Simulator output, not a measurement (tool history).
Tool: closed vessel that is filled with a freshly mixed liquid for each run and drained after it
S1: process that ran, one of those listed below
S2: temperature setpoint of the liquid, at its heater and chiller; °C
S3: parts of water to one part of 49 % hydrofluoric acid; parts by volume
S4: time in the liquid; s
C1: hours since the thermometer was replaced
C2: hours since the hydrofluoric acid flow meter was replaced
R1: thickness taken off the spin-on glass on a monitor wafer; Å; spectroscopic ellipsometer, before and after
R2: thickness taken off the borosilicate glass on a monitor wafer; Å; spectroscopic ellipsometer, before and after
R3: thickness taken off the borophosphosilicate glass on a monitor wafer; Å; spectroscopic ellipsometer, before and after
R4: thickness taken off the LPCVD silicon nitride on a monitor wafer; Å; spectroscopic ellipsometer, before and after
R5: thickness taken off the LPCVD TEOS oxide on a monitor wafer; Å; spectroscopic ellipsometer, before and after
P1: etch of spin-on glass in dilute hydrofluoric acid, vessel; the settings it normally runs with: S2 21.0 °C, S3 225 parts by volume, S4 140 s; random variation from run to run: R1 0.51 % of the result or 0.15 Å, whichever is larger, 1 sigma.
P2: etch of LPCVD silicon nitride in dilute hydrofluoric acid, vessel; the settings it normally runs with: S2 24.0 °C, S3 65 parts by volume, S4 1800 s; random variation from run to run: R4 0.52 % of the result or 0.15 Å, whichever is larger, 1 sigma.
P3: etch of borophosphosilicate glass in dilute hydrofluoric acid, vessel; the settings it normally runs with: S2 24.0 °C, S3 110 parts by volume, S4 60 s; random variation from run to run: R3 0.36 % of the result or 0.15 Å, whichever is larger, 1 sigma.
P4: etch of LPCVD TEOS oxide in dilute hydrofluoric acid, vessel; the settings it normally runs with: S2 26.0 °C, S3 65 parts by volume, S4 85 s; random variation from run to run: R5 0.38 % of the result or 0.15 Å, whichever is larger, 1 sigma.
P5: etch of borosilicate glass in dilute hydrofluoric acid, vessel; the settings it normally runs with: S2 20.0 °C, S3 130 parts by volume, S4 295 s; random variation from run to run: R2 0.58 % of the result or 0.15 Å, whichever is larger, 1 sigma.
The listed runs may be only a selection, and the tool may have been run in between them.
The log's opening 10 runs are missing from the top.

{"run": 11, "hour": 41.8, "S1": "P1", "S2": 21.0, "S3": 375, "S4": 140, "C1": 1315.1, "C2": 1843.9, "R1": 159.36}
{"run": 12, "hour": 45.5, "S1": "P2", "S2": 24.0, "S3": 65, "S4": 1800, "C1": 1318.8, "C2": 1847.6, "R4": 142.59}
{"run": 13, "hour": 49.3, "S1": "P4", "S2": 26.0, "S3": 65, "S4": 30, "C1": 1322.6, "C2": 1851.4, "R5": 100.92}
{"run": 14, "hour": 53.9, "S1": "P1", "S2": 21.0, "S3": 225, "S4": 140, "C1": 1327.2, "C2": 1856.0, "R1": 302.57}
{"run": 15, "hour": 59.0, "S1": "P4", "S2": 26.0, "S3": 65, "S4": 85, "C1": 1332.3, "C2": 1861.1, "R5": 286.61}
{"run": 16, "hour": 62.3, "S1": "P3", "S2": 24.0, "S3": 110, "S4": 60, "C1": 1335.6, "C2": 1864.4, "R3": 421.78}
{"run": 17, "hour": 64.9, "S1": "P2", "S2": 24.0, "S3": 65, "S4": 1800, "C1": 1338.2, "C2": 1867.0, "R4": 142.73}
{"run": 18, "hour": 69.9, "S1": "P1", "S2": 25.5, "S3": 70, "S4": 140, "C1": 1343.2, "C2": 1872.0, "R1": 1389.3}
{"run": 19, "hour": 73.7, "S1": "P1", "S2": 21.0, "S3": 390, "S4": 265, "C1": 1347.0, "C2": 1875.8, "R1": 285.3}
{"run": 20, "hour": 78.5, "S1": "P1", "S2": 21.0, "S3": 55, "S4": 140, "C1": 1351.8, "C2": 1880.6, "R1": 1498.2}
{"run": 21, "hour": 81.7, "S1": "P1", "S2": 21.0, "S3": 225, "S4": 30, "C1": 1355.0, "C2": 1883.8, "R1": 64.701}
{"run": 22, "hour": 85.1, "S1": "P1", "S2": 21.0, "S3": 225, "S4": 140, "C1": 1358.4, "C2": 1887.2, "R1": 304.24}
{"run": 23, "hour": 89.2, "S1": "P4", "S2": 33.5, "S3": 65, "S4": 85, "C1": 1362.5, "C2": 1891.3, "R5": 385.53}
{"run": 24, "hour": 94.3, "S1": "P2", "S2": 24.0, "S3": 65, "S4": 2645, "C1": 1367.6, "C2": 1896.4, "R4": 210.28}
{"run": 25, "hour": 97.8, "S1": "P3", "S2": 17.0, "S3": 110, "S4": 60, "C1": 1371.1, "C2": 1899.9, "R3": 319.43}
{"run": 26, "hour": 101.7, "S1": "P1", "S2": 21.0, "S3": 225, "S4": 140, "C1": 1375.0, "C2": 1903.8, "R1": 303.21}
{"run": 27, "hour": 106.6, "S1": "P3", "S2": 24.0, "S3": 110, "S4": 30, "C1": 1379.9, "C2": 1908.7, "R3": 211.28}
{"run": 28, "hour": 110.0, "S1": "P1", "S2": 21.0, "S3": 225, "S4": 140, "C1": 1383.3, "C2": 1912.1, "R1": 302.71}

For run 29, what comes out?
{"run": 29, "hour": 112.7, "S1": "P1", "S2": 21.0, "S3": 225, "S4": 140, "C1": 1386.0, "C2": 1914.8, "R1": "?"}

{"run 29": {"R1": 305.5}}
